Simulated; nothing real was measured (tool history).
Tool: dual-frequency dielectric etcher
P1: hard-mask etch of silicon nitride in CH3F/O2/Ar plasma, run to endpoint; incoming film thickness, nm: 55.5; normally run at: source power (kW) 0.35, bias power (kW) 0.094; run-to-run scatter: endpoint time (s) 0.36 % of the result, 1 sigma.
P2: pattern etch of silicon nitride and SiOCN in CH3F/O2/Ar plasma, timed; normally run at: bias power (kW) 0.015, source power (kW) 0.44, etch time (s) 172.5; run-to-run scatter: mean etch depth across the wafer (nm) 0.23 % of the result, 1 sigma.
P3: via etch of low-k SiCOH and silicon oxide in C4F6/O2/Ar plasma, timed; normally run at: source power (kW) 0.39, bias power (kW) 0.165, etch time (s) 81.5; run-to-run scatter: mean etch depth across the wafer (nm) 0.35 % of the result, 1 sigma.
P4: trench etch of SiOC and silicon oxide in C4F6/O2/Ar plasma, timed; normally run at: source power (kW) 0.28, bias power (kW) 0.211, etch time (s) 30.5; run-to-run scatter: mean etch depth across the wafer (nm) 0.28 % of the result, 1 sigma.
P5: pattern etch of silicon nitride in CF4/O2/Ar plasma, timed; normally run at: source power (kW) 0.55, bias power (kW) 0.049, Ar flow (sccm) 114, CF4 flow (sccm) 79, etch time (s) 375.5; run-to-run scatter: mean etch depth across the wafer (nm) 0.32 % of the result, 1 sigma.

run	hour	process that ran	source power (kW)	bias power (kW)	etch time (s)	Ar flow (sccm)	CF4 flow (sccm)	hours since the last wet clean	hours since the last source power generator calibration	hours since the last bias power generator calibration	endpoint time (s)	mean etch depth across the wafer (nm)
1	5.2	P1	0.35	0.094				217.5	738.4	431.7	75.771	
2	10.3	P4	0.34	0.211	30.5			222.6	743.5	436.8		61.011
3	15.4	P1	0.35	0.094				227.7	748.6	441.9	76.111	
4	24.3	P1	0.47	0.128				236.6	757.5	450.8	60.408	
5	29.3	P1	0.42	0.094				241.6	762.5	455.8	70.46	
6	34.8	P4	0.28	0.211	30.5			247.1	768	461.3		56.421
7	42.5	P1	0.24	0.063				254.8	775.7	469	100.88	
8	48.8	P2	0.44	0.015	172.5			261.1	782	475.3		19.856
9	56.4	P2	0.44	0.015	172.5			268.7	789.6	482.9		19.889
10	61.5	P5	0.55	0.049	375.5	151	79	273.8	794.7	488		696.53
11	71.2	P5	0.66	0.049	375.5	114	79	283.5	804.4	497.7		847.62
12	76.8	P3	0.39	0.165	46			289.1	810	503.3		121.24
13	85.7	P5	0.55	0.049	375.5	114	47	298	818.9	512.2		669.56
14	90.3	P1	0.28	0.094				302.6	823.5	516.8	82.492	
15	94.9	P5	0.55	0.035	375.5	114	79	307.2	828.1	521.4		644.31
16	102.1	P3	0.39	0.107	81.5			314.4	835.3	528.6		191.18
17	107.4	P2	0.44	0.015	250.5			319.7	840.6	533.9		28.901
18	117.1	P5	0.55	0.049	375.5	114	79	329.4	850.3	543.6		726.29
19	123.1	P3	0.39	0.165	81.5			335.4	856.3	549.6		215.39
20	129.3	P1	0.35	0.074				341.6	862.5	555.8	82.512	
21	138.6	P4	0.28	0.268	30.5			350.9	871.8	565.1		60.817
# hour 143: wet clean of the chamber
22	147.8	P1	0.35	0.125				4.9	881	574.3	67.817	
23	154.5	P4	0.28	0.211	45			11.6	887.7	581		83.489
24	160.7	P1	0.35	0.094				17.8	893.9	587.2	76.03	
25	167.6	P3	0.23	0.165	81.5			24.7	900.8	594.1		175.06
26	174.7	P5	0.55	0.049	375.5	114	79	31.8	907.9	601.2		728.49
27	179.3	P3	0.39	0.165	81.5			36.4	912.5	605.8		215.94
28	185.2	P5	0.55	0.049	555	114	79	42.3	918.4	611.7		1077
29	191.9	P2	0.54	0.015	172.5			49	925.1	618.4		21.453
30	199.4	P1	0.35	0.094				56.5	932.6	625.9	76.129	
31	205.4	P1	0.35	0.094				62.5	938.6	631.9	76.079	
32	215.1	P2	0.44	0.011	172.5			72.2	948.3	641.6		17.715
33	222.2	P1	0.35	0.094				79.3	955.4	648.7	76.105	
34	228.2	P1	0.22	0.117				85.3	961.4	654.7	83.031	
35	233.6	P1	0.35	0.094				90.7	966.8	660.1	75.574	
36	239.2	P1	0.35	0.094				96.3	972.4	665.7	75.582	
37	245	P1	0.35	0.094				102.1	978.2	671.5	75.298	
38	253.6	P1	0.35	0.094				110.7	986.8	680.1	75.265	
39	258.7	P1	0.35	0.094				115.8	991.9	685.2	75.337	
40	263.6	P1	0.35	0.094				120.7	996.8	690.1	74.552	
41	271.5	P1	0.35	0.094				128.6	1004.7	698	74.744	
# hour 274.9: wet clean of the chamber
42	280.3	P1	0.35	0.094				5.4	1013.5	706.8	74.61	
43	287.8	P1	0.35	0.094				12.9	1021	714.3	74.644	
44	296.9	P1	0.35	0.094				22	1030.1	723.4	74.57	
45	303.1	P1	0.35	0.094				28.2	1036.3	729.6	74.728	

Run 46 comes next. What will it give?
46	308.1	P1	0.35	0.094				33.2	1041.3	734.6	?	

endpoint time (s): 74.223

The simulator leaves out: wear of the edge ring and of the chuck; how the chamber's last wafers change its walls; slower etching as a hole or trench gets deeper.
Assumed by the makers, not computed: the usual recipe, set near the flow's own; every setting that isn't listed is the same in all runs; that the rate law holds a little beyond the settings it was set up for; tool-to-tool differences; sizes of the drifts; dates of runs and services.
